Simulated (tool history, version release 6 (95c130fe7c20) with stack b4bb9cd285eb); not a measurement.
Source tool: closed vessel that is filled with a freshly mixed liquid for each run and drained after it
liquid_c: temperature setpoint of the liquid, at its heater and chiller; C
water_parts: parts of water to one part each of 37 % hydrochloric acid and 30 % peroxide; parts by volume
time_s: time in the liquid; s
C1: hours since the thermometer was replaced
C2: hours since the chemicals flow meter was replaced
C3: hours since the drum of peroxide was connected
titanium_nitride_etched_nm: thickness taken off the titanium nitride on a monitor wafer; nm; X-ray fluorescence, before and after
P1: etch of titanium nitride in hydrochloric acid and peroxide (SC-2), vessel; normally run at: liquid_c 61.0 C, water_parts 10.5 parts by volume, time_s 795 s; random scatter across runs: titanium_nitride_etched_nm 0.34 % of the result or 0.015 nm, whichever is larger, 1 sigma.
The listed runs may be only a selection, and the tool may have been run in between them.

Run 1, day 0.442: liquid_c 61.0 C, water_parts 10.5 parts by volume, time_s 795 s; C1 821.6; C2 1036.5; C3 603.7. Result: titanium_nitride_etched_nm 42.675 nm.
Run 2, day 0.688: liquid_c 72.0 C, water_parts 16.5 parts by volume, time_s 795 s; C1 827.5; C2 1042.4; C3 609.6. Result: titanium_nitride_etched_nm 55.718 nm.
Run 3, day 1.008: liquid_c 61.0 C, water_parts 10.5 parts by volume, time_s 795 s; C1 835.2; C2 1050.1; C3 617.3. Result: titanium_nitride_etched_nm 42.827 nm.
Run 4, day 1.350: liquid_c 61.0 C, water_parts 10.5 parts by volume, time_s 795 s; C1 843.4; C2 1058.3; C3 625.5. Result: titanium_nitride_etched_nm 42.662 nm.
Run 5, day 1.767: liquid_c 69.0 C, water_parts 10.5 parts by volume, time_s 795 s; C1 853.4; C2 1068.3; C3 635.5. Result: titanium_nitride_etched_nm 69.609 nm.
Run 6, day 2.196: liquid_c 61.0 C, water_parts 10.5 parts by volume, time_s 275 s; C1 863.7; C2 1078.6; C3 645.8. Result: titanium_nitride_etched_nm 14.788 nm.
Run 7, day 2.512: liquid_c 61.0 C, water_parts 18.5 parts by volume, time_s 795 s; C1 871.3; C2 1086.2; C3 653.4. Result: titanium_nitride_etched_nm 25.938 nm.
Run 8, day 2.888: liquid_c 61.0 C, water_parts 4.0 parts by volume, time_s 795 s; C1 880.3; C2 1095.2; C3 662.4. Result: titanium_nitride_etched_nm 88.574 nm.
Run 9, day 3.183: liquid_c 61.0 C, water_parts 10.5 parts by volume, time_s 795 s; C1 887.4; C2 1102.3; C3 669.5. Result: titanium_nitride_etched_nm 42.555 nm.
Run 10, day 3.612: liquid_c 61.0 C, water_parts 10.5 parts by volume, time_s 795 s; C1 897.7; C2 1112.6; C3 679.8. Result: titanium_nitride_etched_nm 42.891 nm.
Run 11, day 3.938: liquid_c 61.0 C, water_parts 10.5 parts by volume, time_s 795 s; C1 905.5; C2 1120.4; C3 687.6. Result: titanium_nitride_etched_nm 42.483 nm.
Run 12, day 4.183: liquid_c 61.0 C, water_parts 10.5 parts by volume, time_s 1400 s; C1 911.4; C2 1126.3; C3 693.5. Result: titanium_nitride_etched_nm 75.448 nm.
Run 13, day 4.458: liquid_c 49.5 C, water_parts 10.5 parts by volume, time_s 795 s; C1 918.0; C2 1132.9; C3 700.1. Result: titanium_nitride_etched_nm 20.252 nm.
Run 14, day 4.775: liquid_c 61.0 C, water_parts 10.5 parts by volume, time_s 795 s; C1 925.6; C2 1140.5; C3 707.7. Result: titanium_nitride_etched_nm 42.343 nm.
Run 15, day 5.167: liquid_c 61.0 C, water_parts 4.0 parts by volume, time_s 155 s; C1 935.0; C2 1149.9; C3 717.1. Result: titanium_nitride_etched_nm 17.423 nm.
Run 16, day 5.617: liquid_c 61.0 C, water_parts 10.5 parts by volume, time_s 795 s; C1 945.8; C2 1160.7; C3 727.9. Result: titanium_nitride_etched_nm 42.567 nm.
Run 17, day 5.817: liquid_c 61.0 C, water_parts 10.5 parts by volume, time_s 795 s; C1 950.6; C2 1165.5; C3 732.7. Result: titanium_nitride_etched_nm 43.563 nm.
Run 18, day 6.129: liquid_c 61.0 C, water_parts 10.5 parts by volume, time_s 795 s; C1 958.1; C2 1173.0; C3 740.2. Result: titanium_nitride_etched_nm 44.672 nm.
Run 19, day 6.329: liquid_c 61.0 C, water_parts 10.5 parts by volume, time_s 795 s; C1 962.9; C2 1177.8; C3 745.0. Result: titanium_nitride_etched_nm 44.978 nm.
Run 20, day 6.650: liquid_c 61.0 C, water_parts 10.5 parts by volume, time_s 795 s; C1 970.6; C2 1185.5; C3 752.7. Result: titanium_nitride_etched_nm 45.337 nm.
Run 21, day 7.079: liquid_c 61.0 C, water_parts 10.5 parts by volume, time_s 795 s; C1 980.9; C2 1195.8; C3 763.0. Result: titanium_nitride_etched_nm 45.894 nm.
Run 22, day 7.312: liquid_c 61.0 C, water_parts 10.5 parts by volume, time_s 795 s; C1 986.5; C2 1201.4; C3 768.6. Result: titanium_nitride_etched_nm 46.002 nm.
Run 23, day 7.767: liquid_c 61.0 C, water_parts 10.5 parts by volume, time_s 795 s; C1 997.4; C2 1212.3; C3 779.5. Result: titanium_nitride_etched_nm 46.228 nm.
Run 24, day 8.129: liquid_c 61.0 C, water_parts 10.5 parts by volume, time_s 795 s; C1 1006.1; C2 1221.0; C3 788.2. Result: titanium_nitride_etched_nm 46.163 nm.

The output of P1 has drifted from where it used to be. Each of the 2 causes below, taken at the size shown beside it, accounts for the log equally well:
A: chemicals flow above the setpoint (%) = 10
B: liquid hotter than its thermometer reads (K) = 1.28
Onset of the creep was near day 5.617.
Every other cause this tool's parts could produce, and why it does not fit the log:
peroxide weaker than its label (%): capped at 8; at that size titanium_nitride_etched_nm would change by -7.4 %, too little to explain the creep or opposite to it

4 check runs are offered, each on 2 wafers whose results are averaged, their results left as question marks. Which one tells the causes apart?
Run check 1, day 8.492: liquid_c 52.0 C, water_parts 10.5 parts by volume, time_s 795 s. Result: titanium_nitride_etched_nm ?.
Run check 2, day 8.492: liquid_c 50.5 C, water_parts 4.0 parts by volume, time_s 795 s. Result: titanium_nitride_etched_nm ?.
Run check 3, day 8.492: liquid_c 61.0 C, water_parts 7.5 parts by volume, time_s 1245 s. Result: titanium_nitride_etched_nm ?.
Run check 4, day 8.492: liquid_c 61.0 C, water_parts 15.5 parts by volume, time_s 795 s. Result: titanium_nitride_etched_nm ?.

Check results expected under each cause:
  check                      result    if A    if B
check 1  titanium_nitride_etched_nm  25.925  26.042
check 2  titanium_nitride_etched_nm  48.088  49.166
check 3  titanium_nitride_etched_nm  94.630  95.106
check 4  titanium_nitride_etched_nm  33.114  32.968
Per check, the gap between the least separated pair of causes, taken in the result that splits them most: check 1 0.45 %; check 2 2.22 %; check 3 0.5 %; check 4 0.44 %
Check 2 is the one run that separates the causes; every other check would come out nearly the same whichever cause is at work.

Here is what check 2 returned: titanium_nitride_etched_nm 48.002 nm. Which cause is it?

It is A: chemicals flow above the setpoint (%).
